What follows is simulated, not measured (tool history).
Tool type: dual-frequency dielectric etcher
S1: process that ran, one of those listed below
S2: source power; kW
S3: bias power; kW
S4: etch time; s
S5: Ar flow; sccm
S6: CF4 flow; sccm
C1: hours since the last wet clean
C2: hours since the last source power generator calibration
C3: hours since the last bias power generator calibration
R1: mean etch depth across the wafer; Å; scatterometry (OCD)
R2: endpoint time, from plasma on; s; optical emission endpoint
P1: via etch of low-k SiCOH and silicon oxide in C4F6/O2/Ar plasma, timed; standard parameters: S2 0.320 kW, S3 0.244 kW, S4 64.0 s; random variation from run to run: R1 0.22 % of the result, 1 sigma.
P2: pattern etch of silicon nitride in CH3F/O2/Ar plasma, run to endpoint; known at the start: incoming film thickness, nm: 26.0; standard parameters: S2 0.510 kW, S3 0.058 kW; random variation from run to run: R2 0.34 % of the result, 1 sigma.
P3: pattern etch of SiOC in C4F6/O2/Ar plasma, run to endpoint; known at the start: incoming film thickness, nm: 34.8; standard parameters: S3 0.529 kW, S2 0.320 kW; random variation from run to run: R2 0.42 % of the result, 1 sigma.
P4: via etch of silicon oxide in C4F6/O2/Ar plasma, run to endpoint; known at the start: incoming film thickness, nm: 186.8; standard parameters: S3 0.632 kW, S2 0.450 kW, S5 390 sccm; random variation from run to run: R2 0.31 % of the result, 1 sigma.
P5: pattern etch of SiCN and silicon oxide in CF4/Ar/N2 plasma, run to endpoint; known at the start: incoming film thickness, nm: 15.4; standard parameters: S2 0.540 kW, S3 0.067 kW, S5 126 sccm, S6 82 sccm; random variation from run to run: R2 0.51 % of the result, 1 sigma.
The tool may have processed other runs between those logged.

Run 1, hour 11.2: S1 P1, S2 0.320 kW, S3 0.244 kW, S4 64.0 s; C1 419.0; C2 2049.8; C3 1728.2. Result: R1 1683.50 Å.
Run 2, hour 17.3: S1 P1, S2 0.320 kW, S3 0.143 kW, S4 64.0 s; C1 425.1; C2 2055.9; C3 1734.3. Result: R1 1413.60 Å.
Run 3, hour 22.3: S1 P1, S2 0.240 kW, S3 0.244 kW, S4 64.0 s; C1 430.1; C2 2060.9; C3 1739.3. Result: R1 1511.10 Å.
Run 4, hour 31.2: S1 P1, S2 0.320 kW, S3 0.244 kW, S4 64.0 s; C1 439.0; C2 2069.8; C3 1748.2. Result: R1 1686.20 Å.
Run 5, hour 37.1: S1 P2, S2 0.510 kW, S3 0.081 kW; C1 444.9; C2 2075.7; C3 1754.1. Result: R2 32.828 s.
Run 6, hour 45.3: S1 P5, S2 0.540 kW, S3 0.067 kW, S5 126 sccm, S6 82 sccm; C1 453.1; C2 2083.9; C3 1762.3. Result: R2 15.556 s.
Run 7, hour 52.4: S1 P1, S2 0.320 kW, S3 0.244 kW, S4 64.0 s; C1 460.2; C2 2091.0; C3 1769.4. Result: R1 1676.40 Å.
Run 8, hour 60.0: S1 P2, S2 0.510 kW, S3 0.058 kW; C1 467.8; C2 2098.6; C3 1777.0. Result: R2 37.006 s.
Run 9, hour 67.4: S1 P4, S2 0.450 kW, S3 0.632 kW, S5 461 sccm; C1 475.2; C2 2106.0; C3 1784.4. Result: R2 38.618 s.
Run 10, hour 77.6: S1 P3, S2 0.320 kW, S3 0.748 kW; C1 485.4; C2 2116.2; C3 1794.6. Result: R2 11.232 s.
Run 11, hour 87.8: S1 P1, S2 0.320 kW, S3 0.192 kW, S4 37.0 s; C1 495.6; C2 2126.4; C3 1804.8. Result: R1 895.01 Å.
Run 12, hour 98.8: S1 P1, S2 0.320 kW, S3 0.244 kW, S4 64.0 s; C1 506.6; C2 2137.4; C3 1815.8. Result: R1 1679.00 Å.
Run 13, hour 104.5: S1 P1, S2 0.320 kW, S3 0.244 kW, S4 64.0 s; C1 512.3; C2 2143.1; C3 1821.5. Result: R1 1681.80 Å.
Run 14, hour 112.5: S1 P5, S2 0.540 kW, S3 0.067 kW, S5 126 sccm, S6 108 sccm; C1 520.3; C2 2151.1; C3 1829.5. Result: R2 15.088 s.
Run 15, hour 120.0: S1 P5, S2 0.540 kW, S3 0.067 kW, S5 126 sccm, S6 82 sccm; C1 527.8; C2 2158.6; C3 1837.0. Result: R2 15.767 s.
Run 16, hour 128.0: S1 P1, S2 0.220 kW, S3 0.244 kW, S4 91.5 s; C1 535.8; C2 2166.6; C3 1845.0. Result: R1 2085.70 Å.
Run 17, hour 138.8: S1 P1, S2 0.320 kW, S3 0.244 kW, S4 43.0 s; C1 546.6; C2 2177.4; C3 1855.8. Result: R1 1131.60 Å.
Run 18, hour 145.5: S1 P4, S2 0.450 kW, S3 0.632 kW, S5 390 sccm; C1 553.3; C2 2184.1; C3 1862.5. Result: R2 38.179 s.
Run 19, hour 154.0: S1 P5, S2 0.540 kW, S3 0.088 kW, S5 126 sccm, S6 82 sccm; C1 561.8; C2 2192.6; C3 1871.0. Result: R2 14.269 s.
Run 20, hour 165.0: S1 P4, S2 0.450 kW, S3 0.831 kW, S5 390 sccm; C1 572.8; C2 2203.6; C3 1882.0. Result: R2 34.304 s.
Run 21, hour 172.1: S1 P1, S2 0.320 kW, S3 0.314 kW, S4 64.0 s; C1 579.9; C2 2210.7; C3 1889.1. Result: R1 1840.50 Å.
Run 22, hour 181.2: S1 P4, S2 0.360 kW, S3 0.632 kW, S5 390 sccm; C1 589.0; C2 2219.8; C3 1898.2. Result: R2 41.384 s.
Run 23, hour 191.5: S1 P2, S2 0.650 kW, S3 0.058 kW; C1 599.3; C2 2230.1; C3 1908.5. Result: R2 33.286 s.
Run 24, hour 200.6: S1 P5, S2 0.540 kW, S3 0.067 kW, S5 79 sccm, S6 82 sccm; C1 608.4; C2 2239.2; C3 1917.6. Result: R2 14.550 s.
Run 25, hour 206.7: S1 P1, S2 0.320 kW, S3 0.244 kW, S4 64.0 s; C1 614.5; C2 2245.3; C3 1923.7. Result: R1 1679.20 Å.
Run 26, hour 215.1: S1 P1, S2 0.430 kW, S3 0.244 kW, S4 64.0 s; C1 622.9; C2 2253.7; C3 1932.1. Result: R1 1886.80 Å.
At hour 217.9: wet clean of the chamber.
Run 27, hour 220.2: S1 P1, S2 0.320 kW, S3 0.244 kW, S4 90.5 s; C1 2.3; C2 2258.8; C3 1937.2. Result: R1 2370.30 Å.
Run 28, hour 230.3: S1 P5, S2 0.410 kW, S3 0.067 kW, S5 126 sccm, S6 82 sccm; C1 12.4; C2 2268.9; C3 1947.3. Result: R2 19.957 s.
Run 29, hour 240.9: S1 P1, S2 0.320 kW, S3 0.176 kW, S4 37.0 s; C1 23.0; C2 2279.5; C3 1957.9. Result: R1 875.84 Å.
Run 30, hour 249.2: S1 P3, S2 0.320 kW, S3 0.529 kW; C1 31.3; C2 2287.8; C3 1966.2. Result: R2 12.715 s.
Run 31, hour 259.6: S1 P3, S2 0.400 kW, S3 0.529 kW; C1 41.7; C2 2298.2; C3 1976.6. Result: R2 11.760 s.
Run 32, hour 265.8: S1 P1, S2 0.320 kW, S3 0.244 kW, S4 64.0 s; C1 47.9; C2 2304.4; C3 1982.8. Result: R1 1680.40 Å.
Run 33, hour 276.5: S1 P1, S2 0.320 kW, S3 0.244 kW, S4 64.0 s; C1 58.6; C2 2315.1; C3 1993.5. Result: R1 1689.10 Å.
Run 34, hour 281.6: S1 P1, S2 0.320 kW, S3 0.244 kW, S4 64.0 s; C1 63.7; C2 2320.2; C3 1998.6. Result: R1 1694.00 Å.
Run 35, hour 290.9: S1 P1, S2 0.320 kW, S3 0.244 kW, S4 64.0 s; C1 73.0; C2 2329.5; C3 2007.9. Result: R1 1697.30 Å.
At hour 295.7: wet clean of the chamber.
Run 36, hour 298.2: S1 P1, S2 0.320 kW, S3 0.244 kW, S4 64.0 s; C1 2.5; C2 2336.8; C3 2015.2. Result: R1 1708.30 Å.
Run 37, hour 306.0: S1 P1, S2 0.320 kW, S3 0.244 kW, S4 64.0 s; C1 10.3; C2 2344.6; C3 2023.0. Result: R1 1710.20 Å.
Run 38, hour 312.4: S1 P1, S2 0.320 kW, S3 0.244 kW, S4 64.0 s; C1 16.7; C2 2351.0; C3 2029.4. Result: R1 1707.80 Å.
Run 39, hour 319.3: S1 P1, S2 0.320 kW, S3 0.244 kW, S4 64.0 s; C1 23.6; C2 2357.9; C3 2036.3. Result: R1 1709.20 Å.

Compared with where it was, what P1 gives has crept away. Each cause listed below fits the log as well as the rest, at the size given for it:
A: source power that arrives over what is set, % = 3.98
B: bias power that arrives over what is set, % = 4.44
Creep in the process output first set in at about hour 276.5.
Excluded causes, each with its reason:
chamber walls in a state that raises the etch rate, %: serviced at hour 295.7, after the change had begun; the process did not return to its earlier output

Which of the 4 check runs listed below, each an average over 5 wafers with its results shown as question marks, gives clearly different results under the different listed causes?
Run check 1, hour 326.2: S1 P3, S2 0.320 kW, S3 0.617 kW. Result: R2 ?.
Run check 2, hour 326.2: S1 P5, S2 0.540 kW, S3 0.067 kW, S5 126 sccm, S6 97 sccm. Result: R2 ?.
Run check 3, hour 326.2: S1 P2, S2 0.600 kW, S3 0.074 kW. Result: R2 ?.
Run check 4, hour 326.2: S1 P4, S2 0.450 kW, S3 0.785 kW, S5 390 sccm. Result: R2 ?.

Check results expected under each cause:
  check  result    if A    if B
check 1      R2  11.849  11.818
check 2      R2  14.718  15.024
check 3      R2  31.479  31.491
check 4      R2  34.536  34.432
Separation of the two closest causes in each check, using whichever result separates them best: check 1 0.27 %; check 2 2.06 %; check 3 0.04 %; check 4 0.3 %
Check 2 distinguishes between the causes, while the remaining checks would return nearly the same result for all of them.

After running check 2, the following was obtained: R2 15.059 s. Which cause does this point to?

It is B: bias power that arrives over what is set, %.
